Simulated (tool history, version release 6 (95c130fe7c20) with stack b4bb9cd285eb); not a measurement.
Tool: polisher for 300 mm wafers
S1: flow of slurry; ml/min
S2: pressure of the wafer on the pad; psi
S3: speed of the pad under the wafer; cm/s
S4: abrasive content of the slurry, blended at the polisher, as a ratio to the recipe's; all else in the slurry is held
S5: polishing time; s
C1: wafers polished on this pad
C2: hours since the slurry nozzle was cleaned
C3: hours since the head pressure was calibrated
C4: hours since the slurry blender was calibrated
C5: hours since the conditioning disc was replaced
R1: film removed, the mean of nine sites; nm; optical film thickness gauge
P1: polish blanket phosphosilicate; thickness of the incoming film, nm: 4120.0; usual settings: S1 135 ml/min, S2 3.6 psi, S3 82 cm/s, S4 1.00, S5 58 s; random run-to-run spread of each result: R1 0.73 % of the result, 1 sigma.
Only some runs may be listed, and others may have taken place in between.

Run 1, hour 3.7: S1 135 ml/min, S2 3.6 psi, S3 82 cm/s, S4 1.00, S5 58 s; C1 303; C2 41.0; C3 236.0; C4 85.7; C5 83.9. Result: R1 424.54 nm.
Run 2, hour 9.4: S1 135 ml/min, S2 3.6 psi, S3 82 cm/s, S4 1.00, S5 58 s; C1 381; C2 46.7; C3 241.7; C4 91.4; C5 89.6. Result: R1 424.83 nm.
Run 3, hour 13.9: S1 135 ml/min, S2 3.6 psi, S3 48 cm/s, S4 1.00, S5 58 s; C1 442; C2 51.2; C3 246.2; C4 95.9; C5 94.1. Result: R1 275.28 nm.
Run 4, hour 19.3: S1 85 ml/min, S2 3.6 psi, S3 82 cm/s, S4 1.00, S5 58 s; C1 516; C2 56.6; C3 251.6; C4 101.3; C5 99.5. Result: R1 382.20 nm.
Run 5, hour 22.1: S1 135 ml/min, S2 3.6 psi, S3 82 cm/s, S4 0.50, S5 58 s; C1 554; C2 59.4; C3 254.4; C4 104.1; C5 102.3. Result: R1 291.34 nm.
Run 6, hour 27.7: S1 135 ml/min, S2 3.6 psi, S3 82 cm/s, S4 1.00, S5 40 s; C1 630; C2 65.0; C3 260.0; C4 109.7; C5 107.9. Result: R1 293.85 nm.
Run 7, hour 31.8: S1 135 ml/min, S2 2.7 psi, S3 82 cm/s, S4 1.00, S5 38 s; C1 686; C2 69.1; C3 264.1; C4 113.8; C5 112.0. Result: R1 210.42 nm.
Run 8, hour 37.2: S1 205 ml/min, S2 3.6 psi, S3 82 cm/s, S4 1.00, S5 58 s; C1 760; C2 74.5; C3 269.5; C4 119.2; C5 117.4. Result: R1 451.62 nm.
At hour 41.2: head pressure recalibrated.
Run 9, hour 42.8: S1 135 ml/min, S2 3.6 psi, S3 82 cm/s, S4 1.50, S5 58 s; C1 836; C2 80.1; C3 1.6; C4 124.8; C5 123.0. Result: R1 503.32 nm.
Run 10, hour 46.9: S1 105 ml/min, S2 3.6 psi, S3 82 cm/s, S4 1.00, S5 90 s; C1 892; C2 84.2; C3 5.7; C4 128.9; C5 127.1. Result: R1 634.78 nm.
Run 11, hour 52.1: S1 135 ml/min, S2 3.6 psi, S3 82 cm/s, S4 1.00, S5 58 s; C1 963; C2 89.4; C3 10.9; C4 134.1; C5 132.3. Result: R1 429.19 nm.
Run 12, hour 57.6: S1 135 ml/min, S2 5.6 psi, S3 82 cm/s, S4 1.00, S5 58 s; C1 1038; C2 94.9; C3 16.4; C4 139.6; C5 137.8. Result: R1 660.61 nm.
Run 13, hour 63.2: S1 135 ml/min, S2 3.6 psi, S3 58 cm/s, S4 0.65, S5 58 s; C1 1114; C2 100.5; C3 22.0; C4 145.2; C5 143.4. Result: R1 259.30 nm.
Run 14, hour 69.1: S1 135 ml/min, S2 3.6 psi, S3 82 cm/s, S4 1.00, S5 90 s; C1 1195; C2 106.4; C3 27.9; C4 151.1; C5 149.3. Result: R1 662.13 nm.
Run 15, hour 73.9: S1 135 ml/min, S2 3.6 psi, S3 128 cm/s, S4 1.00, S5 58 s; C1 1260; C2 111.2; C3 32.7; C4 155.9; C5 154.1. Result: R1 600.13 nm.
Run 16, hour 76.7: S1 135 ml/min, S2 3.6 psi, S3 82 cm/s, S4 1.00, S5 58 s; C1 1298; C2 114.0; C3 35.5; C4 158.7; C5 156.9. Result: R1 426.25 nm.
Run 17, hour 80.0: S1 135 ml/min, S2 1.6 psi, S3 82 cm/s, S4 1.00, S5 58 s; C1 1343; C2 117.3; C3 38.8; C4 162.0; C5 160.2. Result: R1 190.08 nm.
Run 18, hour 85.6: S1 135 ml/min, S2 3.6 psi, S3 82 cm/s, S4 1.00, S5 58 s; C1 1420; C2 122.9; C3 44.4; C4 167.6; C5 165.8. Result: R1 424.17 nm.
Run 19, hour 91.5: S1 135 ml/min, S2 3.6 psi, S3 82 cm/s, S4 1.00, S5 58 s; C1 1500; C2 128.8; C3 50.3; C4 173.5; C5 171.7. Result: R1 404.34 nm.
Run 20, hour 95.5: S1 135 ml/min, S2 3.6 psi, S3 82 cm/s, S4 1.00, S5 58 s; C1 1555; C2 132.8; C3 54.3; C4 177.5; C5 175.7. Result: R1 386.20 nm.
Run 21, hour 100.5: S1 135 ml/min, S2 3.6 psi, S3 82 cm/s, S4 1.00, S5 58 s; C1 1623; C2 137.8; C3 59.3; C4 182.5; C5 180.7. Result: R1 374.18 nm.
At hour 102.1: conditioning disc replaced and pad reconditioned.
At hour 102.3: slurry nozzle cleaned.
Run 22, hour 104.5: S1 135 ml/min, S2 3.6 psi, S3 82 cm/s, S4 1.00, S5 58 s; C1 1677; C2 2.3; C3 63.3; C4 186.5; C5 2.4. Result: R1 373.59 nm.
At hour 108.1: head pressure recalibrated.
Run 23, hour 109.5: S1 135 ml/min, S2 3.6 psi, S3 82 cm/s, S4 1.00, S5 58 s; C1 1745; C2 7.3; C3 1.4; C4 191.5; C5 7.4. Result: R1 372.50 nm.
Run 24, hour 113.2: S1 135 ml/min, S2 3.6 psi, S3 82 cm/s, S4 1.00, S5 58 s; C1 1796; C2 11.0; C3 5.1; C4 195.2; C5 11.1. Result: R1 368.40 nm.
Run 25, hour 119.4: S1 135 ml/min, S2 3.6 psi, S3 82 cm/s, S4 1.00, S5 58 s; C1 1880; C2 17.2; C3 11.3; C4 201.4; C5 17.3. Result: R1 372.29 nm.

Compared with where it was, what P1 gives has crept away. Each cause listed below fits the log as well as the rest, at the size given for it:
A: removal rate lost through wear of the pad, % = 13.6
B: abrasive missing from the slurry, % = 25.8
Onset of the creep was near hour 85.6.
What rules out each remaining cause:
slurry flow missing at the pad, %: serviced at hour 102.3, which brought nothing back
head's pressure below its setpoint, %: serviced at hour 108.1, which brought nothing back
time polished since the conditioner stopped cutting, s: serviced at hour 102.1, which brought nothing back

4 check runs are offered, each on 2 wafers whose results are averaged, their results left as question marks. Which one tells the causes apart?
Run check 1, hour 125.6: S1 90 ml/min, S2 3.6 psi, S3 82 cm/s, S4 0.55, S5 58 s. Result: R1 ?.
Run check 2, hour 125.6: S1 190 ml/min, S2 2.5 psi, S3 82 cm/s, S4 1.00, S5 58 s. Result: R1 ?.
Run check 3, hour 125.6: S1 135 ml/min, S2 1.7 psi, S3 126 cm/s, S4 1.00, S5 58 s. Result: R1 ?.
Run check 4, hour 125.6: S1 200 ml/min, S2 5.6 psi, S3 82 cm/s, S4 1.00, S5 58 s. Result: R1 ?.

How each check would come out, cause by cause:
  check  result    if A    if B
check 1      R1  244.93  234.39
check 2      R1  270.91  270.76
check 3      R1  245.64  245.51
check 4      R1  611.08  610.74
Distance between the nearest two causes, measured in the result of the check that separates them most: check 1 4.4 %; check 2 0.06 %; check 3 0.06 %; check 4 0.06 %
Of the check runs offered, only check 1 discriminates between the causes; the rest would read about the same regardless of which cause applies.

Here is what check 1 returned: R1 244.39 nm. Which cause is it?

A is the cause: removal rate lost through wear of the pad, %.
